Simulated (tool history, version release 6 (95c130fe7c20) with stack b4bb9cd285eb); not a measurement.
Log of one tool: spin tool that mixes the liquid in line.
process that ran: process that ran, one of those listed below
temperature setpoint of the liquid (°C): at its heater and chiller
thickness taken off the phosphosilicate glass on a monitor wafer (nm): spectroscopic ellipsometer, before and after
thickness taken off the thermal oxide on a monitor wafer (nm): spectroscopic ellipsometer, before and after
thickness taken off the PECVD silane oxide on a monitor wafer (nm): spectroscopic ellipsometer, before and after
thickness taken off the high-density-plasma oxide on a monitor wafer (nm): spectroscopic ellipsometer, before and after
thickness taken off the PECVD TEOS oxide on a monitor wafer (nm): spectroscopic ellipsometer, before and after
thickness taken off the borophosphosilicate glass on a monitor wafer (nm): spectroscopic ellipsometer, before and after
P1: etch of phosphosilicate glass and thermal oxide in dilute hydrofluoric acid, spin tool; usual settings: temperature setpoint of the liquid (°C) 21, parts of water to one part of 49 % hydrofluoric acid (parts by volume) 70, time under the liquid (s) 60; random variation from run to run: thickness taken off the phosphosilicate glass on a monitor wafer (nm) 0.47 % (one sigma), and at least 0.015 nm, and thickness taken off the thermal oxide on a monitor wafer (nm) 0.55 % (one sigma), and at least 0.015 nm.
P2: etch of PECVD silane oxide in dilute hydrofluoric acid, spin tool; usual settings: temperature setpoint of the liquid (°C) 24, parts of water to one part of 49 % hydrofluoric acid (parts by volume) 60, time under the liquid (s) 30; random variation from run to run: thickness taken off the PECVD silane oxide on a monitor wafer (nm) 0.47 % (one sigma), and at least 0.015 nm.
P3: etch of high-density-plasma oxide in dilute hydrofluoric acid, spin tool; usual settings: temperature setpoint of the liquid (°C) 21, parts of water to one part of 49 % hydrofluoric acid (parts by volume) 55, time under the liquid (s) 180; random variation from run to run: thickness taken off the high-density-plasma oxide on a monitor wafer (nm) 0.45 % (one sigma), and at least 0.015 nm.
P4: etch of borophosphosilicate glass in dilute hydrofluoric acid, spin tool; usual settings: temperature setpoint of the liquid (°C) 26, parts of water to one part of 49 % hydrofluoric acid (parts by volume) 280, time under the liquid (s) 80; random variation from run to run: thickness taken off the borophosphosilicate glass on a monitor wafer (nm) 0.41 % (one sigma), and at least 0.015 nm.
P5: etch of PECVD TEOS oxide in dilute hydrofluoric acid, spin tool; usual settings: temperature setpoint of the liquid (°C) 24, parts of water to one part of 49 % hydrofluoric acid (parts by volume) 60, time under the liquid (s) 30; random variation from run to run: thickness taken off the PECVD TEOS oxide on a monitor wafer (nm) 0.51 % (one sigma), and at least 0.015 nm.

run    day  process that ran  temperature setpoint of the liquid (°C)  parts of water to one part of 49 % hydrofluoric acid (parts by volume)  time under the liquid (s)  hours since the thermometer was replaced  hours since the hydrofluoric acid flow meter was replaced  thickness taken off the phosphosilicate glass on a monitor wafer (nm)  thickness taken off the thermal oxide on a monitor wafer (nm)  thickness taken off the PECVD silane oxide on a monitor wafer (nm)  thickness taken off the high-density-plasma oxide on a monitor wafer (nm)  thickness taken off the PECVD TEOS oxide on a monitor wafer (nm)  thickness taken off the borophosphosilicate glass on a monitor wafer (nm)
  1  0.346                P1                                       21                                                                      70                         60                                       349                                                     1279.8                                                                 51.939                                                         3.6715
  2  0.738                P2                                       24                                                                      60                         30                                     358.4                                                     1289.2                                                                                                                                                                                                     18.54
  3  1.012                P1                                       21                                                                     110                         30                                       365                                                     1295.8                                                                  15.75                                                         1.1258
  4   1.45                P2                                       24                                                                      20                         30                                     375.5                                                     1306.3                                                                                                                                                                                                    58.623
  5  1.821                P1                                       21                                                                      70                         30                                     384.4                                                     1315.2                                                                 26.397                                                         1.8632
  6  2.233                P3                                       21                                                                     105                        180                                     394.3                                                     1325.1                                                                                                                                                                                                                                                                               7.7498
  7  2.529                P5                                       24                                                                      95                         30                                     401.4                                                     1332.2                                                                                                                                                                                                                                                                                                                                                 4.0998
  8   2.75                P5                                       24                                                                      60                         30                                     406.7                                                     1337.5                                                                                                                                                                                                                                                                                                                                                 6.7451
  9  3.208                P1                                       21                                                                      70                         60                                     417.7                                                     1348.5                                                                 52.555                                                          3.764
 10  3.592                P5                                       24                                                                      60                         30                                     426.9                                                     1357.7                                                                                                                                                                                                                                                                                                                                                 6.7577
 11  4.008                P3                                       21                                                                      55                        325                                     436.9                                                     1367.7                                                                                                                                                                                                                                                                               28.356
 12   4.35                P4                                       26                                                                     475                         80                                     445.1                                                     1375.9                                                                                                                                                                                                                                                                                                                                                                                                                            3.5898
 13  4.642                P4                                       20                                                                     280                         80                                     452.1                                                     1382.9                                                                                                                                                                                                                                                                                                                                                                                                                            5.9841
 14  5.062                P1                                       21                                                                      70                         60                                     462.2                                                       1393                                                                 52.069                                                           3.75
 15  5.446                P1                                       21                                                                      40                         60                                     471.4                                                     1402.2                                                                 94.783                                                         6.7874
 16  5.821                P2                                       24                                                                      60                         55                                     480.4                                                     1411.2                                                                                                                                                                                                    33.831
 17  6.158                P1                                       21                                                                      70                         60                                     488.5                                                     1419.3                                                                 52.339                                                          3.738
 18    6.5                P4                                       26                                                                     280                         80                                     496.7                                                     1427.5                                                                                                                                                                                                                                                                                                                                                                                                                            7.3628
 19   6.85                P3                                       17                                                                      55                        180                                     505.1                                                     1435.9                                                                                                                                                                                                                                                                               13.167
 20   7.25                P3                                       21                                                                      55                        180                                     514.7                                                     1445.5                                                                                                                                                                                                                                                                               15.548
 21  7.525                P5                                       17                                                                      60                         30                                     521.3                                                     1452.1                                                                                                                                                                                                                                                                                                                                                 5.0803
 22  7.758                P2                                     18.5                                                                      60                         30                                     526.9                                                     1457.7                                                                                                                                                                                                    14.667
 23  8.233                P1                                       21                                                                      70                         60                                     538.3                                                     1469.1                                                                 52.136                                                         3.7668
 24  8.488                P1                                       21                                                                     125                         60                                     544.4                                                     1475.2                                                                 27.406                                                         1.9805
 25  8.954                P1                                       29                                                                      70                         60                                     555.6                                                     1486.4                                                                 72.053                                                         5.1556
 26  9.262                P5                                       24                                                                      60                         55                                       563                                                     1493.8                                                                                                                                                                                                                                                                                                                                                 12.427
 27    9.7                P4                                       26                                                                     280                         35                                     573.5                                                     1504.3                                                                                                                                                                                                                                                                                                                                                                                                                            3.2158

Forecast run 28:
 28  10.146                P1                                       21                                                                      70                         90                                     584.2                                                       1515                                                                      ?                                                              ?

Run 28 gave thickness taken off the phosphosilicate glass on a monitor wafer (nm) 78.274, thickness taken off the thermal oxide on a monitor wafer (nm) 5.6566.
